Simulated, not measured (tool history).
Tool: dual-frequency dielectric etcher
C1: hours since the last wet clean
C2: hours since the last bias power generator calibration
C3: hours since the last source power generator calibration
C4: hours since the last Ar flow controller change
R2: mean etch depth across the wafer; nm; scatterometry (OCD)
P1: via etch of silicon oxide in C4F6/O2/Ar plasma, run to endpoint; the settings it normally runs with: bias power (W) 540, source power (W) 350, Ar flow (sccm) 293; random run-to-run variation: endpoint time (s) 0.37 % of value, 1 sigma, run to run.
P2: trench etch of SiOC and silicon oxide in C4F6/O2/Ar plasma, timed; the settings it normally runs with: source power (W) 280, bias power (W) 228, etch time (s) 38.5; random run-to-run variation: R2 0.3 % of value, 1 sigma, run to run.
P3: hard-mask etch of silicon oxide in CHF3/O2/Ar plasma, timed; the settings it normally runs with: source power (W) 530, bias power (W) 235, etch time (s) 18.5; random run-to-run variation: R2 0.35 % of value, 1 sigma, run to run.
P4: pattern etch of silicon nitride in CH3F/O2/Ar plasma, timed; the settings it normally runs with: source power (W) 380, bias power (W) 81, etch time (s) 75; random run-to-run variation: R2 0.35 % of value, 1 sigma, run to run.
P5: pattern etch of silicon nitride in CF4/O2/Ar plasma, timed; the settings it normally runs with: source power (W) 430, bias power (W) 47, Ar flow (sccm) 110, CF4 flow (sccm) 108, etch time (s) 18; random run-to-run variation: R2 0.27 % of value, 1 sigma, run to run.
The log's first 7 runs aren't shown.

{"run": 8, "hour": 108.8, "process that ran": "P1", "bias power (W)": 540, "source power (W)": 350, "Ar flow (sccm)": 293, "C1": 210.6, "C2": 1268.9, "C3": 801, "C4": 2502.8, "endpoint time (s)": 28.92}
{"run": 9, "hour": 120.4, "process that ran": "P2", "bias power (W)": 228, "source power (W)": 280, "etch time (s)": 21, "C1": 222.2, "C2": 1280.5, "C3": 812.6, "C4": 2514.4, "R2": 39.199}
{"run": 10, "hour": 132.1, "process that ran": "P2", "bias power (W)": 228, "source power (W)": 350, "etch time (s)": 38.5, "C1": 233.9, "C2": 1292.2, "C3": 824.3, "C4": 2526.1, "R2": 78.22}
{"run": 11, "hour": 141.9, "process that ran": "P5", "bias power (W)": 60, "source power (W)": 430, "Ar flow (sccm)": 110, "CF4 flow (sccm)": 108, "etch time (s)": 18, "C1": 243.7, "C2": 1302, "C3": 834.1, "C4": 2535.9, "R2": 31.893}
{"run": 12, "hour": 157.4, "process that ran": "P3", "bias power (W)": 328, "source power (W)": 530, "etch time (s)": 18.5, "C1": 259.2, "C2": 1317.5, "C3": 849.6, "C4": 2551.4, "R2": 42.332}
{"run": 13, "hour": 174.3, "process that ran": "P5", "bias power (W)": 47, "source power (W)": 430, "Ar flow (sccm)": 110, "CF4 flow (sccm)": 108, "etch time (s)": 18, "C1": 276.1, "C2": 1334.4, "C3": 866.5, "C4": 2568.3, "R2": 28.963}
{"run": 14, "hour": 191.4, "process that ran": "P1", "bias power (W)": 540, "source power (W)": 350, "Ar flow (sccm)": 293, "C1": 293.2, "C2": 1351.5, "C3": 883.6, "C4": 2585.4, "endpoint time (s)": 28.812}
{"run": 15, "hour": 201.5, "process that ran": "P1", "bias power (W)": 719, "source power (W)": 410, "Ar flow (sccm)": 293, "C1": 303.3, "C2": 1361.6, "C3": 893.7, "C4": 2595.5, "endpoint time (s)": 24.476}
{"run": 16, "hour": 213.4, "process that ran": "P4", "bias power (W)": 81, "source power (W)": 380, "etch time (s)": 75, "C1": 315.2, "C2": 1373.5, "C3": 905.6, "C4": 2607.4, "R2": 54.098}
{"run": 17, "hour": 228.2, "process that ran": "P3", "bias power (W)": 235, "source power (W)": 530, "etch time (s)": 18.5, "C1": 330, "C2": 1388.3, "C3": 920.4, "C4": 2622.2, "R2": 37.514}
{"run": 18, "hour": 242.6, "process that ran": "P1", "bias power (W)": 324, "source power (W)": 350, "Ar flow (sccm)": 293, "C1": 344.4, "C2": 1402.7, "C3": 934.8, "C4": 2636.6, "endpoint time (s)": 34.644}
{"run": 19, "hour": 259.9, "process that ran": "P5", "bias power (W)": 47, "source power (W)": 430, "Ar flow (sccm)": 110, "CF4 flow (sccm)": 108, "etch time (s)": 14, "C1": 361.7, "C2": 1420, "C3": 952.1, "C4": 2653.9, "R2": 22.611}
{"run": 20, "hour": 269.5, "process that ran": "P4", "bias power (W)": 81, "source power (W)": 380, "etch time (s)": 75, "C1": 371.3, "C2": 1429.6, "C3": 961.7, "C4": 2663.5, "R2": 54.08}

Estimate the outcome of run 21 from the log above:
{"run": 21, "hour": 286.4, "process that ran": "P5", "bias power (W)": 47, "source power (W)": 280, "Ar flow (sccm)": 110, "CF4 flow (sccm)": 108, "etch time (s)": 18, "C1": 388.2, "C2": 1446.5, "C3": 978.6, "C4": 2680.4, "R2": "?"}

For run 21 the tool returned R2 20.038 nm.
